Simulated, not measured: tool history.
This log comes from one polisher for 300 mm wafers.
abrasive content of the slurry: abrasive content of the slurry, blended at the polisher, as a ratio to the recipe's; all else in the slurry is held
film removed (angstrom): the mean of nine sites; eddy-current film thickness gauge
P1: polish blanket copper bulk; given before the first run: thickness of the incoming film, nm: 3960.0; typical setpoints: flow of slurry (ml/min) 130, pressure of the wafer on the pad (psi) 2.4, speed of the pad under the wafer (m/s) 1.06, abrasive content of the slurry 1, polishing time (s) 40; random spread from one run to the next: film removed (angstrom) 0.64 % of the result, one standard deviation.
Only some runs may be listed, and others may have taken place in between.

run,day,flow of slurry (ml/min),pressure of the wafer on the pad (psi),speed of the pad under the wafer (m/s),abrasive content of the slurry,polishing time (s),wafers polished on this pad,hours since the slurry nozzle was cleaned,hours since the head pressure was calibrated,hours since the slurry blender was calibrated,film removed (angstrom)
1,0.596,130,2.4,1.06,1,40,610,134.7,313.5,190.9,3855.6
2,1.188,130,1.8,1.06,1,40,709,148.9,327.7,205.1,2915.2
3,1.65,130,2.4,0.48,1,40,786,160,338.8,216.2,1762.6
4,1.975,130,2.4,1.56,1,40,840,167.8,346.6,224,5728.2
5,2.45,130,2.4,1.06,1.5,40,920,179.2,358,235.4,4239.3
6,2.879,190,2.4,1.06,1.4,40,992,189.5,368.3,245.7,4406.2
7,3.383,130,2.4,1.06,1,61,1076,201.6,380.4,257.8,5992.9
8,3.754,80,2.4,1.06,1,40,1138,210.5,389.3,266.7,3446.4
9,4.229,100,3,1.06,1,40,1217,221.9,400.7,278.1,4602.8
10,4.5,170,2.4,1.06,1,40,1263,228.4,407.2,284.6,4098.8
11,4.95,130,2.4,1.06,1,40,1338,239.2,418,295.4,3844.9
12,5.338,130,2.4,1.06,1,26,1403,248.5,427.3,304.7,2523.6
13,5.625,130,2.4,1.06,0.65,40,1451,255.4,434.2,311.6,3507.1
14,6.208,130,3.2,1.06,1,40,1548,269.4,448.2,325.6,5240.6
15,6.5,130,2.4,1.06,1,40,1597,276.4,455.2,332.6,3914.8
16,6.775,130,2.4,1.06,1,40,1643,283,461.8,339.2,3899
17,7.242,180,1.2,1.06,1,40,1721,294.2,473,350.4,2058.2
18,7.783,130,2.4,1.06,1,40,1811,307.2,486,363.4,3930.3
19,8.371,130,2.4,1.06,1,40,1910,321.3,500.1,377.5,3730.1
20,8.954,130,2.4,1.06,1,40,2007,335.3,514.1,391.5,3664.9
21,9.379,130,2.4,1.06,1,40,2078,345.5,524.3,401.7,3610.3
22,9.675,130,2.4,1.06,1,40,2128,352.6,531.4,408.8,3612.1

Forecast run 23:
23,10.092,130,2.4,1.06,1,40,2197,362.6,541.4,418.8,?

film removed (angstrom): 3611.5

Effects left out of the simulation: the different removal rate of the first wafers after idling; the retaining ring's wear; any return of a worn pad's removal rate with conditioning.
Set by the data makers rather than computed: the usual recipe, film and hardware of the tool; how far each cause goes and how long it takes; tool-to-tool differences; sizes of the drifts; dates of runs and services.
